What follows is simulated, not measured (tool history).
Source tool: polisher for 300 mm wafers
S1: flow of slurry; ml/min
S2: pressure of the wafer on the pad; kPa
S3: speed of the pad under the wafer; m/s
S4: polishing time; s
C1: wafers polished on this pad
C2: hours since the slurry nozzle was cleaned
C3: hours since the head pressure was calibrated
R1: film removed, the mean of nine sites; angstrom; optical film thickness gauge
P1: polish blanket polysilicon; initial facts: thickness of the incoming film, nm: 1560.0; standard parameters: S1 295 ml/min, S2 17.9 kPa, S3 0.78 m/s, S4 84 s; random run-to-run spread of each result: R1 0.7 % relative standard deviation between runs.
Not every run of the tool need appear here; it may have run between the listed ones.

run,hour,S1,S2,S3,S4,C1,C2,C3,R1
1,5.3,295,17.9,0.78,84,564,282.6,452.5,4504.3
2,9.8,175,17.9,0.78,114,596,287.1,457,5713
3,16.8,295,17.9,0.78,84,646,294.1,464,4517.6
4,23.5,295,17.9,0.78,84,695,300.8,470.7,4516.6
5,30.1,295,13.1,0.78,84,742,307.4,477.3,3324.3
6,34.3,295,17.9,0.78,84,772,311.6,481.5,4484.1
7,42.4,295,17.9,0.78,84,831,319.7,489.6,4520.9
8,50.3,385,17.9,0.78,84,887,327.6,497.5,4640.7
9,55.8,295,17.9,0.78,120,927,333.1,503,6477.2
10,63.9,295,9,1.02,84,985,341.2,511.1,2987.2
# hour 67: slurry nozzle cleaned
11,67.7,295,26.2,0.78,84,1012,0.7,514.9,6611.5
12,75.7,295,17.9,0.78,38,1070,8.7,522.9,2029.8
13,83.8,295,17.9,1.22,84,1128,16.8,531,7058.2
14,89.6,295,17.9,0.54,84,1170,22.6,536.8,3157.9
15,97.3,295,17.9,0.78,84,1225,30.3,544.5,4538
16,102.2,295,17.9,0.78,84,1260,35.2,549.4,4542.8
17,107.4,175,17.9,0.78,84,1298,40.4,554.6,4282.4
18,115.3,295,17.9,0.78,84,1355,48.3,562.5,4541.2

Run 19, settings as shown, results not yet in. Your forecast:
19,122.7,295,17.9,0.78,84,1408,55.7,569.9,?

R1: 4467.4 angstrom
